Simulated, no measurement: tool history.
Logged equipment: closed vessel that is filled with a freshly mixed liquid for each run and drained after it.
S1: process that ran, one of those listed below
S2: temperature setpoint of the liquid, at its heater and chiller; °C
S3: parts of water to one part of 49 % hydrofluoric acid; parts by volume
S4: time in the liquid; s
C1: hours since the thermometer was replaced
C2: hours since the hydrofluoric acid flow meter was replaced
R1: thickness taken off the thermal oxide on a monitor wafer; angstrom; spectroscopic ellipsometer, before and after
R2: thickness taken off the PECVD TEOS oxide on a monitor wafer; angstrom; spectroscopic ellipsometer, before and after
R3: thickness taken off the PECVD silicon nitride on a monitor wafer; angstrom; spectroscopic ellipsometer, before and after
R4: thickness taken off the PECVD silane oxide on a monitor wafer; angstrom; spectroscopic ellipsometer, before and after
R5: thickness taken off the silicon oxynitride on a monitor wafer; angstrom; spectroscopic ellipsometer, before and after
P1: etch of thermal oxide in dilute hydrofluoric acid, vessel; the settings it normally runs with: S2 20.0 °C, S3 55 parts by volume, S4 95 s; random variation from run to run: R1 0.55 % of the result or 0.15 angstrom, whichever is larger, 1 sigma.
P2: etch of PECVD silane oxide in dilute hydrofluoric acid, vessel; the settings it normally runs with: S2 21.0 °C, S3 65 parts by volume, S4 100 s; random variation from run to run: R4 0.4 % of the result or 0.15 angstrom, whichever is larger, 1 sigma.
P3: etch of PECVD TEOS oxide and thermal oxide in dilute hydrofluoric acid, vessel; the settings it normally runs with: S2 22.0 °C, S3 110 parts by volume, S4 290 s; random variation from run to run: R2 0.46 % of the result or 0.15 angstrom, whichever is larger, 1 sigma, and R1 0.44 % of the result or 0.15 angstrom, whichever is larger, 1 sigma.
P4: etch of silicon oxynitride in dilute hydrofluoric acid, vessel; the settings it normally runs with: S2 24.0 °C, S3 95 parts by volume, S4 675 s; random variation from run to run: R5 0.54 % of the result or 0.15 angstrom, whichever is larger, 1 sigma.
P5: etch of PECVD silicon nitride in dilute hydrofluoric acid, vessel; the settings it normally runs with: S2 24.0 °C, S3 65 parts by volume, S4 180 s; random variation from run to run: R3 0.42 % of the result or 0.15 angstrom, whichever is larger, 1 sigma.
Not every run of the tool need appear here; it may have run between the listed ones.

run    day  S1    S2   S3   S4     C1      C2       R1      R2       R3      R4       R5
  1  0.112  P1  20.0   55   95  502.7  1661.7   68.477
  2  0.275  P3  22.0  110  150  506.6  1665.6   58.044  130.93
  3  0.521  P1  20.0   55   95  512.5  1671.5   67.989
  4  0.712  P1  20.0   25  175  517.1  1676.1  284.850
  5  0.854  P5  24.0   65   75  520.5  1679.5                    36.671
  6  1.062  P2  21.0   65   45  525.5  1684.5                            126.87
  7  1.246  P3  26.0  110  290  529.9  1688.9  131.530  291.96
  8  1.488  P3  22.0  155  290  535.7  1694.7   75.898  169.89
  9  1.671  P1  26.5   55   95  540.1  1699.1   89.484
 10  1.796  P1  20.0   55   30  543.1  1702.1   21.749
 11  1.950  P4  28.5   95  675  546.8  1705.8                                    431.710
 12  2.117  P5  24.0   20  180  550.8  1709.8                   274.410
 13  2.275  P1  20.0   55   95  554.6  1713.6   68.281
 14  2.483  P1  20.0   55  180  559.6  1718.6  130.390
 15  2.629  P1  20.0   55   95  563.1  1722.1   67.766
 16  2.888  P2  17.0   65  100  569.3  1728.3                            236.42
 17  3.017  P1  20.0   55   95  572.4  1731.4   68.354
 18  3.192  P1  20.0   25   95  576.6  1735.6  155.150
 19  3.333  P4  24.0   50  675  580.0  1739.0                                    684.210
 20  3.529  P5  24.0   65  180  584.7  1743.7                    88.252
 21  3.700  P4  24.0   95  150  588.8  1747.8                                     77.078
 22  3.958  P1  20.0   55   95  595.0  1754.0   67.892
 23  4.146  P4  24.0   95  675  599.5  1758.5                                    349.050
 24  4.304  P3  22.0  110  290  603.3  1762.3  112.210  250.51
 25  4.492  P1  17.0   85   95  607.8  1766.8   38.113
 26  4.654  P1  17.0   55   95  611.7  1770.7   60.502

What does the tool deliver on the next run?
 27  4.850  P5  29.5  65  180  616.4  1775.4           ?

{"run 27": {"R3": 125.86}}

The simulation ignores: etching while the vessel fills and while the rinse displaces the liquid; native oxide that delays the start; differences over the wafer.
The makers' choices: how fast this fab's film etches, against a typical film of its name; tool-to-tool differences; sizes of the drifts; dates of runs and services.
